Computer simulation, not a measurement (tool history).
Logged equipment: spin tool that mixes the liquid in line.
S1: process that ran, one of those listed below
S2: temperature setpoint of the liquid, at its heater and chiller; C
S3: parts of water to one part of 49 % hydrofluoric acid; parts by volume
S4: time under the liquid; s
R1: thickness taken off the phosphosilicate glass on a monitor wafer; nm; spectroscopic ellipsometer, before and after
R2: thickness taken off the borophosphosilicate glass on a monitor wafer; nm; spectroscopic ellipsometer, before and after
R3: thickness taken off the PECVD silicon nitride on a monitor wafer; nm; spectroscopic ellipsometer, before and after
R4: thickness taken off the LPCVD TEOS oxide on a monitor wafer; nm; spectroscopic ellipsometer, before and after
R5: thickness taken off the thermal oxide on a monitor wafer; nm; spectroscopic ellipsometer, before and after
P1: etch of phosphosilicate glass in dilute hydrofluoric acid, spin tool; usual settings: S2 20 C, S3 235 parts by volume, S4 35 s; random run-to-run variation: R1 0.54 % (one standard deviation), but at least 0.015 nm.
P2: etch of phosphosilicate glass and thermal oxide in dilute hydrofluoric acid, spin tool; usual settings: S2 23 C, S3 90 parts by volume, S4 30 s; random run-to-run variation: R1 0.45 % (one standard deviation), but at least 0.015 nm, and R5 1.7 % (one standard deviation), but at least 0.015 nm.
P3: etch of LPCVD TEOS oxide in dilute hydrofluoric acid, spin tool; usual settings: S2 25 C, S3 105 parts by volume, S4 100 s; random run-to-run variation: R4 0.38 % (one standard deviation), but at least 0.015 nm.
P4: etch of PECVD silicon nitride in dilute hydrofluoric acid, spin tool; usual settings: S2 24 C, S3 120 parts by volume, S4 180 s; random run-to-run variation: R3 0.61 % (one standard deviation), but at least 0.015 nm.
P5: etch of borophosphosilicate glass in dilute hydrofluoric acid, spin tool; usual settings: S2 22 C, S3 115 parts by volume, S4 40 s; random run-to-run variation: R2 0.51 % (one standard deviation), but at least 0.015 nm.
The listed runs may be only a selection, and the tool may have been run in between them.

run	hour	S1	S2	S3	S4	R1	R2	R3	R4	R5
1	8.4	P1	20	235	35	6.655				
2	16.3	P1	20	235	35	6.6717				
3	23.2	P1	20	235	35	6.7098				
4	33.1	P5	30.5	115	40		34.914			
5	47.7	P1	17	235	35	5.9826				
6	57.2	P4	28	120	180			4.8704		
7	69	P1	20	235	35	6.6919				
8	81.4	P3	25	105	200				33.427	
9	95.1	P1	20	235	65	12.505				
10	108.6	P1	20	235	20	3.8189				
11	121.3	P2	23	90	15	14.367				0.7645
12	135.3	P3	25	170	100				9.6615	
13	149.2	P3	25	105	100				16.813	
14	156.4	P2	23	90	30	28.599				1.5247
15	163.8	P4	24	30	180			14.745		
16	174.1	P5	22	115	15		9.5035			
17	181.9	P3	19.5	105	100				13.477	
18	188.3	P1	20	115	35	15.454				
19	201.4	P1	20	360	35	3.923				
20	211.1	P2	23	45	30	61.056				3.1727
21	217.5	P1	20	235	35	6.72				
22	227.1	P1	20	235	35	6.6421				
23	238	P4	24	120	180			3.7149		
24	245.8	P5	22	115	40		25.461			
25	258	P5	22	210	40		12.599			
26	271.4	P1	20	235	35	6.7194				
27	283.8	P2	23	90	30	28.749				1.5788
28	295.5	P2	28	90	30	35.044				1.8771
29	308.2	P4	24	120	15			0.33775		
30	319.3	P1	24	235	35	7.7523				
31	330.4	P3	25	105	100				16.706	
32	342.4	P1	24.5	395	35	4.0456				
33	349.5	P1	20	235	35	6.7132				
34	358.4	P1	20	235	35	6.8727				
35	367.3	P1	20	235	35	6.9236				
36	381.5	P1	20	235	35	6.9603				
37	389	P1	20	235	35	6.9956				
38	401.9	P1	20	235	35	7.0192				
39	415.2	P1	20	235	35	7.1292				
40	428.9	P1	20	235	35	7.1034				
41	442.2	P1	20	235	35	7.1521				
42	455.2	P1	20	235	35	7.153				
43	462.3	P1	20	235	35	7.1518				

What P1 gives has crept off from where it sat before. The 2 causes that follow fit the log equally well, each at the size noted:
A: liquid hotter than its thermometer reads (K) = 1.84
B: hydrofluoric acid flow above the setpoint (%) = 5.82
Onset of the creep was near hour 349.5.

4 check runs are offered, one wafer each, their results left as question marks. Which one tells the causes apart?
check 1	469.4	P2	26.5	90	30	?				?
check 2	469.4	P5	25	160	40		?			
check 3	469.4	P3	25	160	100				?	
check 4	469.4	P4	24	65	180			?		

Outcome of each check run for each possible cause:
check	result	if A	if B
check 1	R1	35.413	35.127
check 1	R5	1.8727	1.8576
check 2	R2	20.828	20.793
check 3	R4	11.06	11.041
check 4	R3	7.7488	7.2478
Smallest distance between any two causes, each pair judged by its most separating result, in per cent: check 1 0.81 %; check 2 0.17 %; check 3 0.17 %; check 4 6.68 %
Of the check runs offered, only check 4 discriminates between the causes; the rest would read about the same regardless of which cause applies.

Check 4 has now been run. It gave: R3 7.2736 nm. Which of the candidate causes is it?

It is B: hydrofluoric acid flow above the setpoint (%).
